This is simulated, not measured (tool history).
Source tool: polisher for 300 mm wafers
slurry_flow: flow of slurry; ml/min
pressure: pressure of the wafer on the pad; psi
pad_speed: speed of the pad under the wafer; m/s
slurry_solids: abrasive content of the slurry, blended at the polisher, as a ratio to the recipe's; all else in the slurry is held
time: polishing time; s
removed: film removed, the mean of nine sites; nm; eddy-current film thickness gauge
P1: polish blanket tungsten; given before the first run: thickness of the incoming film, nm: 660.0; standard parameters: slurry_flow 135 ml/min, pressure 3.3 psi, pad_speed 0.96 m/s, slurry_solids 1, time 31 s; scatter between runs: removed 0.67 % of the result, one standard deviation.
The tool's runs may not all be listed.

run     day  slurry_flow  pressure  pad_speed  slurry_solids  time  wafers polished on this pad  hours since the slurry nozzle was cleaned  hours since the head pressure was calibrated  hours since the slurry blender was calibrated  hours since the slurry got fresh peroxide  removed
  1   0.508          135       3.3       0.96              1    31                          395                                         83                                           332                                          113.7                                       31.5   149.45
  2   0.958          135       3.3       1.38              1    31                          469                                       93.8                                         342.8                                          124.5                                       42.3   215.53
  3   1.375          135       3.3       0.96           0.75    46                          537                                      103.8                                         352.8                                          134.5                                       52.3   207.42
  4   1.958          135       3.3       0.96            0.6    31                          632                                      117.8                                         366.8                                          148.5                                       66.3   134.91
  5   2.246          135       3.3       0.96            1.5    31                          679                                      124.7                                         373.7                                          155.4                                       73.2   166.11
  6   2.838          135       3.3       0.44              1    31                          776                                      138.9                                         387.9                                          169.6                                       87.4   68.747
  7   3.412           80       3.3       0.96              1    31                          869                                      152.7                                         401.7                                          183.4                                      101.2   131.89
  8   3.775          135       3.3       0.96              1    31                          929                                      161.4                                         410.4                                          192.1                                      109.9   149.61
  9     4.3          135       1.5       0.96              1    46                         1014                                        174                                           423                                          204.7                                      122.5   100.78
 10   4.879          135       3.3       0.96              1    14                         1109                                      187.9                                         436.9                                          218.6                                      136.4   67.548
      5.121  -- slurry nozzle cleaned
 11   5.417          135       3.3       0.96              1    31                         1197                                        7.1                                         449.8                                          231.5                                      149.3   150.25
 12   5.746          135       5.1       0.96              1    31                         1250                                         15                                         457.7                                          239.4                                      157.2   232.95
 13   6.238          135       3.3       0.96              1    40                         1331                                       26.8                                         469.5                                          251.2                                        169    194.1
 14   6.704          135       3.3       1.46            1.3    31                         1407                                         38                                         480.7                                          262.4                                      180.2   247.27
      6.717  -- slurry tank refilled with fresh slurry and peroxide
 15   7.204          175       3.3       0.96              1    31                         1489                                         50                                         492.7                                          274.4                                       11.8   156.52
 16   7.496          135       2.2       0.96              1    31                         1536                                         57                                         499.7                                          281.4                                       18.8   100.59
 17   7.983          135       3.3       0.96              1    31                         1616                                       68.7                                         511.4                                          293.1                                       30.5   150.12
 18   8.342          135       3.3       0.96              1    31                         1674                                       77.3                                           520                                          301.7                                       39.1   150.01
 19   8.642          135       3.3       0.96              1    31                         1723                                       84.5                                         527.2                                          308.9                                       46.3   145.86
 20   9.046          135       3.3       0.96              1    31                         1789                                       94.2                                         536.9                                          318.6                                         56   143.35
 21   9.462          135       3.3       0.96              1    31                         1857                                      104.2                                         546.9                                          328.6                                         66   138.81
 22   9.792          135       3.3       0.96              1    31                         1911                                      112.1                                         554.8                                          336.5                                       73.9   136.82
      9.917  -- slurry blender recalibrated
     10.058  -- worn pad replaced by a new one
     10.333  -- head pressure recalibrated
 23  10.338          135       3.3       0.96              1    31                           45                                      125.2                                           0.2                                           10.2                                         87   136.74
 24    10.7          135       3.3       0.96              1    31                          105                                      133.9                                           8.9                                           18.9                                       95.7   134.66
 25  11.275          135       3.3       0.96              1    31                          199                                      147.7                                          22.7                                           32.7                                      109.5   137.15

The log shows P1 creeping away from where it was. Any of the 2 causes listed here, at the size stated for it, fits the log just as well as the others:
A: slurry flow missing at the pad, % = 34.8
B: peroxide lost from the slurry, % = 22.5
The drift started at roughly day 8.342.
Other possible causes, and why each is ruled out:
removal rate lost through wear of the pad, %: work on it at day 10.058, done after the drift set in, did not restore what the process gave before
head's pressure below its setpoint, %: work on it at day 10.333, done after the drift set in, did not restore what the process gave before
abrasive missing from the slurry, %: work on it at day 9.917, done after the drift set in, did not restore what the process gave before

Of the 4 check runs below, each run on 3 wafers with the results averaged and each result still a question mark, which one would tell the listed causes apart?
check 1  11.85          135       3.3       0.96           1.45    31                                                                                                                                                                                                                        ?
check 2  11.85          135       3.3       0.96              1    39                                                                                                                                                                                                                        ?
check 3  11.85          135       3.3        0.5              1    22                                                                                                                                                                                                                        ?
check 4  11.85          100       3.3       0.96              1    31                                                                                                                                                                                                                        ?

What every check run would give for each of its results, assuming each possible cause in turn:
  check   result    if A    if B
check 1  removed  148.48  148.45
check 2  removed  170.81  170.78
check 3  removed  50.185  50.176
check 4  removed  123.39  127.09
Smallest distance between any two causes, each pair judged by its most separating result, in per cent: check 1 0.02 %; check 2 0.02 %; check 3 0.02 %; check 4 2.95 %
Check 4 tells the causes apart: in the others they would give nearly the same result.

Check 4 has now been run. It gave: removed 123.1 nm. Which of the candidate causes is it?

It was cause A: slurry flow missing at the pad, %.
